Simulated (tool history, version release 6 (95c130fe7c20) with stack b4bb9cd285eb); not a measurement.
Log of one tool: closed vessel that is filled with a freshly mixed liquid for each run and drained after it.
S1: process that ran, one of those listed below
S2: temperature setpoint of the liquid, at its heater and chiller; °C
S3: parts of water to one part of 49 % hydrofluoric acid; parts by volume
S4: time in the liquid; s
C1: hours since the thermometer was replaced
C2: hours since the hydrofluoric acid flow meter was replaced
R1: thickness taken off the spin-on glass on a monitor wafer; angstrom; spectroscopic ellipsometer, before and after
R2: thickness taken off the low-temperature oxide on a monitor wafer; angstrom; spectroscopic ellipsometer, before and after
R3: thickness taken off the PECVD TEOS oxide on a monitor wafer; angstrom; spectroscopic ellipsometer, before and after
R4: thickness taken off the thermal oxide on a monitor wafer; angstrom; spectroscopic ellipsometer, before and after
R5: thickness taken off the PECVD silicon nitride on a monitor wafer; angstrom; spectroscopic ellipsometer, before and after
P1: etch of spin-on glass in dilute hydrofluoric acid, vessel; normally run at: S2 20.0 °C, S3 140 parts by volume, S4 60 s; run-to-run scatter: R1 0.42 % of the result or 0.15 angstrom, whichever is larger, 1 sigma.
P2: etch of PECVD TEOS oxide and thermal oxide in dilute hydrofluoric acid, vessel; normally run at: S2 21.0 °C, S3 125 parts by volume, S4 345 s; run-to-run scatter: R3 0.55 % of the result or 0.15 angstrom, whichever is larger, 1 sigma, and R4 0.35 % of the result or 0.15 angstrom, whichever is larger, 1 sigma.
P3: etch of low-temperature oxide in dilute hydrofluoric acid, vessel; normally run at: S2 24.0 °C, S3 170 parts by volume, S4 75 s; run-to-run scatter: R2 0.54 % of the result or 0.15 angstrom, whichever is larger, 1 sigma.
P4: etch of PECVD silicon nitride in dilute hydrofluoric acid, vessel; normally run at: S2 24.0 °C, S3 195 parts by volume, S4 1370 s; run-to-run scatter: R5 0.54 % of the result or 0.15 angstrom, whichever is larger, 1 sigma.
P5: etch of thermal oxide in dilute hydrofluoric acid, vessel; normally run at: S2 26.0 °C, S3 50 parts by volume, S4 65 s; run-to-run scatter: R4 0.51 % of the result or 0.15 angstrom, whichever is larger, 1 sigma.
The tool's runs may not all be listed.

run,hour,S1,S2,S3,S4,C1,C2,R1,R2,R3,R4,R5
1,8.4,P1,20.0,140,60,190.2,730.4,110.190,,,,
2,15.6,P1,20.0,65,60,197.4,737.6,256.020,,,,
3,29.1,P1,20.0,140,105,210.9,751.1,190.490,,,,
4,36.0,P1,20.0,140,60,217.8,758.0,108.940,,,,
5,51.9,P1,20.0,205,60,233.7,773.9,69.872,,,,
6,66.8,P1,17.0,140,60,248.6,788.8,97.157,,,,
7,81.1,P1,20.0,140,60,262.9,803.1,109.270,,,,
8,88.7,P3,24.0,170,145,270.5,810.7,,88.609,,,
9,98.5,P3,24.0,55,75,280.3,820.5,,163.270,,,
10,105.9,P2,21.0,125,345,287.7,827.9,,,225.85,114.270,
# hour 107.0: hydrofluoric acid flow meter replaced
11,121.5,P1,20.0,140,30,303.3,14.6,54.730,,,,
12,130.9,P1,24.0,140,60,312.7,24.0,128.740,,,,
13,140.8,P5,26.0,50,130,322.6,33.9,,,,145.030,
14,156.5,P4,24.0,360,1370,338.3,49.6,,,,,83.171
15,172.2,P2,21.0,225,345,354.0,65.3,,,111.96,56.927,
16,182.6,P1,27.0,140,115,364.4,75.7,272.310,,,,
17,189.7,P2,17.5,125,345,371.5,82.8,,,193.45,99.176,
18,200.9,P4,24.0,195,1370,382.7,94.0,,,,,153.150
19,211.7,P4,31.5,195,1370,393.5,104.8,,,,,243.720
20,224.6,P2,21.0,125,175,406.4,117.7,,,112.91,57.933,
21,238.9,P1,20.0,140,60,420.7,132.0,109.690,,,,
22,254.8,P4,24.0,195,1370,436.6,147.9,,,,,153.900
23,267.7,P1,20.0,140,60,449.5,160.8,109.270,,,,
24,280.8,P5,26.0,90,65,462.6,173.9,,,,38.115,
25,288.7,P5,26.0,50,65,470.5,181.8,,,,72.341,
26,298.9,P5,34.0,50,65,480.7,192.0,,,,98.971,
27,309.4,P3,24.0,170,75,491.2,202.5,,45.988,,,
28,319.1,P1,20.0,140,60,500.9,212.2,108.700,,,,
29,333.3,P3,24.0,170,75,515.1,226.4,,45.948,,,
30,340.4,P3,31.0,170,75,522.2,233.5,,59.584,,,
31,350.3,P5,26.0,50,65,532.1,243.4,,,,72.521,
32,359.7,P4,24.0,195,235,541.5,252.8,,,,,26.477
33,368.1,P1,20.0,140,60,549.9,261.2,110.230,,,,
34,375.1,P1,20.0,140,60,556.9,268.2,111.270,,,,
35,385.8,P1,20.0,140,60,567.6,278.9,114.350,,,,
36,400.7,P1,20.0,140,60,582.5,293.8,115.920,,,,
37,410.4,P1,20.0,140,60,592.2,303.5,116.960,,,,
38,424.0,P1,20.0,140,60,605.8,317.1,117.580,,,,
39,434.0,P1,20.0,140,60,615.8,327.1,117.510,,,,
40,444.3,P1,20.0,140,60,626.1,337.4,117.160,,,,

What P1 gives has crept away from where it was. These 2 causes fit the log equally well, each at the size given:
A: hydrofluoric acid flow above the setpoint (%) = 6.6
B: liquid hotter than its thermometer reads (K) = 1.85
The creep began at about hour 368.1.

4 check runs are offered, one wafer each, their results left as question marks. Which one tells the causes apart?
check 1,454.6,P5,33.0,90,65,,,,,,?,
check 2,454.6,P3,24.0,55,75,,,,?,,,
check 3,454.6,P4,29.5,195,340,,,,,,,?
check 4,454.6,P2,21.0,215,345,,,,,?,?,

What each check would give under each cause:
check,result,if A,if B
check 1,R4,53.487,53.221
check 2,R2,176.260,177.460
check 3,R5,56.943,59.594
check 4,R3,128.35,127.34
check 4,R4,65.245,64.736
How far apart the two closest causes lie, in the result that separates them most: check 1 0.5 %; check 2 0.68 %; check 3 4.55 %; check 4 0.78 %
Only check 3 tells the causes apart: in the others they would give nearly the same result.

Then check 3 was run and gave: R5 57.311 angstrom. Which cause is it?

It is A: hydrofluoric acid flow above the setpoint (%).

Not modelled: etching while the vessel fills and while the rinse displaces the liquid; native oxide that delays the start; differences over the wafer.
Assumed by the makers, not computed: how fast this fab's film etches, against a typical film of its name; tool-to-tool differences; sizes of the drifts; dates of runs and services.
